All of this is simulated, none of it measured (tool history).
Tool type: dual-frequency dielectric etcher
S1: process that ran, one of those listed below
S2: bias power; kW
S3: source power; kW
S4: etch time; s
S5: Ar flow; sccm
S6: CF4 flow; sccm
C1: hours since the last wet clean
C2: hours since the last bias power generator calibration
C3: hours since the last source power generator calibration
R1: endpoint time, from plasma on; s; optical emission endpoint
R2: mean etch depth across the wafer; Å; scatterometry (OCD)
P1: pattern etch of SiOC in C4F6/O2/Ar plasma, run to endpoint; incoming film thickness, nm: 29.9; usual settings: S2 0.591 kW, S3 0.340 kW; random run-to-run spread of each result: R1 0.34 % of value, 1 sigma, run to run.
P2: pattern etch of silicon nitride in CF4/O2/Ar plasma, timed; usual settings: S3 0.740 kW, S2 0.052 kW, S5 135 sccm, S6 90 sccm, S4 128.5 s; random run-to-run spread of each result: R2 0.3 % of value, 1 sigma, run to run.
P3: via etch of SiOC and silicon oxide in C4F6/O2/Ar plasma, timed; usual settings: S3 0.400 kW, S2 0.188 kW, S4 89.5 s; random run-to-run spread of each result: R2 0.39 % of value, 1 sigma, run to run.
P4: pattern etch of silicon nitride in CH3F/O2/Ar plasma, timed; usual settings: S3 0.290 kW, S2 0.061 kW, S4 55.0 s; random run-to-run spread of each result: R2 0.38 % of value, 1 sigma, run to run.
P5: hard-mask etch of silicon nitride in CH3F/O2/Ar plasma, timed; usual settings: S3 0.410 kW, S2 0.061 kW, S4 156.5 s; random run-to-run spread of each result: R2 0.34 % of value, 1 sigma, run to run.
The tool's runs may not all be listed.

run 1 hour=5.1 | S1=P1 S2=0.591 S3=0.340 | C1=59.9 C2=1423.5 C3=1637.5 | R1=10.2830
run 2 hour=9.6 | S1=P5 S2=0.061 S3=0.410 S4=102.0 | C1=64.4 C2=1428.0 C3=1642.0 | R2=681.62
run 3 hour=15.5 | S1=P3 S2=0.188 S3=0.570 S4=89.5 | C1=70.3 C2=1433.9 C3=1647.9 | R2=1172.60
run 4 hour=20.0 | S1=P1 S2=0.471 S3=0.340 | C1=74.8 C2=1438.4 C3=1652.4 | R1=11.1410
run 5 hour=25.1 | S1=P2 S2=0.072 S3=0.740 S4=128.5 S5=135 S6=90 | C1=79.9 C2=1443.5 C3=1657.5 | R2=3741.20
-- hour=28.9 source power generator calibrated
run 6 hour=30.8 | S1=P1 S2=0.798 S3=0.230 | C1=85.6 C2=1449.2 C3=1.9 | R1=10.5290
run 7 hour=36.6 | S1=P4 S2=0.061 S3=0.290 S4=55.0 | C1=91.4 C2=1455.0 C3=7.7 | R2=321.17
run 8 hour=40.5 | S1=P1 S2=0.591 S3=0.340 | C1=95.3 C2=1458.9 C3=11.6 | R1=10.3090
run 9 hour=44.3 | S1=P1 S2=0.762 S3=0.340 | C1=99.1 C2=1462.7 C3=15.4 | R1=9.2905
run 10 hour=49.2 | S1=P1 S2=0.435 S3=0.220 | C1=104.0 C2=1467.6 C3=20.3 | R1=13.4600
run 11 hour=55.7 | S1=P5 S2=0.061 S3=0.410 S4=156.5 | C1=110.5 C2=1474.1 C3=26.8 | R2=1049.40
-- hour=59.2 bias power generator calibrated
run 12 hour=61.9 | S1=P4 S2=0.061 S3=0.290 S4=55.0 | C1=116.7 C2=2.8 C3=33.0 | R2=321.92
run 13 hour=67.8 | S1=P1 S2=0.591 S3=0.340 | C1=122.6 C2=8.7 C3=38.9 | R1=10.2720
run 14 hour=73.8 | S1=P1 S2=0.591 S3=0.340 | C1=128.6 C2=14.7 C3=44.9 | R1=10.3050
run 15 hour=80.2 | S1=P1 S2=0.591 S3=0.340 | C1=135.0 C2=21.1 C3=51.3 | R1=10.2600
run 16 hour=86.9 | S1=P3 S2=0.188 S3=0.400 S4=112.0 | C1=141.7 C2=27.8 C3=58.0 | R2=1275.50
run 17 hour=90.8 | S1=P2 S2=0.052 S3=0.740 S4=128.5 S5=100 S6=90 | C1=145.6 C2=31.7 C3=61.9 | R2=3429.70
run 18 hour=96.6 | S1=P4 S2=0.061 S3=0.290 S4=69.0 | C1=151.4 C2=37.5 C3=67.7 | R2=400.16
run 19 hour=100.0 | S1=P1 S2=0.591 S3=0.450 | C1=154.8 C2=40.9 C3=71.1 | R1=9.2804
run 20 hour=105.1 | S1=P2 S2=0.052 S3=1.000 S4=128.5 S5=135 S6=90 | C1=159.9 C2=46.0 C3=76.2 | R2=4261.30
run 21 hour=110.5 | S1=P2 S2=0.052 S3=0.740 S4=128.5 S5=135 S6=90 | C1=165.3 C2=51.4 C3=81.6 | R2=3271.60
run 22 hour=116.0 | S1=P5 S2=0.048 S3=0.410 S4=156.5 | C1=170.8 C2=56.9 C3=87.1 | R2=970.02
run 23 hour=119.9 | S1=P4 S2=0.061 S3=0.390 S4=55.0 | C1=174.7 C2=60.8 C3=91.0 | R2=359.32
run 24 hour=124.0 | S1=P4 S2=0.083 S3=0.290 S4=55.0 | C1=178.8 C2=64.9 C3=95.1 | R2=360.82
run 25 hour=128.2 | S1=P1 S2=0.591 S3=0.250 | C1=183.0 C2=69.1 C3=99.3 | R1=11.5420
run 26 hour=134.6 | S1=P1 S2=0.591 S3=0.340 | C1=189.4 C2=75.5 C3=105.7 | R1=10.2590

The next listed run, before its measurement:
run 27 hour=137.9 | S1=P3 S2=0.251 S3=0.400 S4=89.5 | C1=192.7 C2=78.8 C3=109.0 | R2=?

Run 27 yielded R2 1121.50 Å.
